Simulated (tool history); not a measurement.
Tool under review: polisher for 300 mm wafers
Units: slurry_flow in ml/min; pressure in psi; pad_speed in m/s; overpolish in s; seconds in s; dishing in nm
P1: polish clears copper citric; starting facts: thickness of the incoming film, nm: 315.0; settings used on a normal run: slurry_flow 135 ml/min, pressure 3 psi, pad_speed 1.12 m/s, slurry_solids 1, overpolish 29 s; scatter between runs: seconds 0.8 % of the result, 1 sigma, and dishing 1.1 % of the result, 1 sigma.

run	day	slurry_flow	pressure	pad_speed	slurry_solids	overpolish	seconds	dishing
1	0.633	135	3	1.12	1	29	151.17	38.519
2	1.112	135	3	1.12	1	29	149.88	38.553
3	1.862	135	3	1.12	1	14	152.88	20.571
4	2.433	135	3	1.8	1	29	93.524	55.597
5	2.842	135	3	1.12	0.5	29	173.82	34.622
6	3.242	135	3	1.12	1	29	151	39.333
# day 3.275: head pressure recalibrated
# day 3.529: slurry nozzle cleaned
7	3.779	135	3	1.12	1.35	29	141.02	41.21
8	4.546	95	4.1	1.12	1	29	121.8	47.422
9	5.229	135	4.4	1.12	1	29	104.76	54.152
10	5.9	95	3	1.12	1	29	164.8	36.612
11	6.454	135	3	0.58	1	29	286.23	22.245
12	6.938	190	3	1.12	1	29	142.27	40.396
13	7.5	135	3	1.12	1	50	151.84	58.692
14	8.104	135	3	1.12	1	29	151.76	39.078
15	8.883	135	3	1.46	1	49	117.45	70.582

Expected results for the next run?
16	9.488	135	3	1.12	1	29	?	?

seconds: 150.18 s
dishing: 39.469 nm

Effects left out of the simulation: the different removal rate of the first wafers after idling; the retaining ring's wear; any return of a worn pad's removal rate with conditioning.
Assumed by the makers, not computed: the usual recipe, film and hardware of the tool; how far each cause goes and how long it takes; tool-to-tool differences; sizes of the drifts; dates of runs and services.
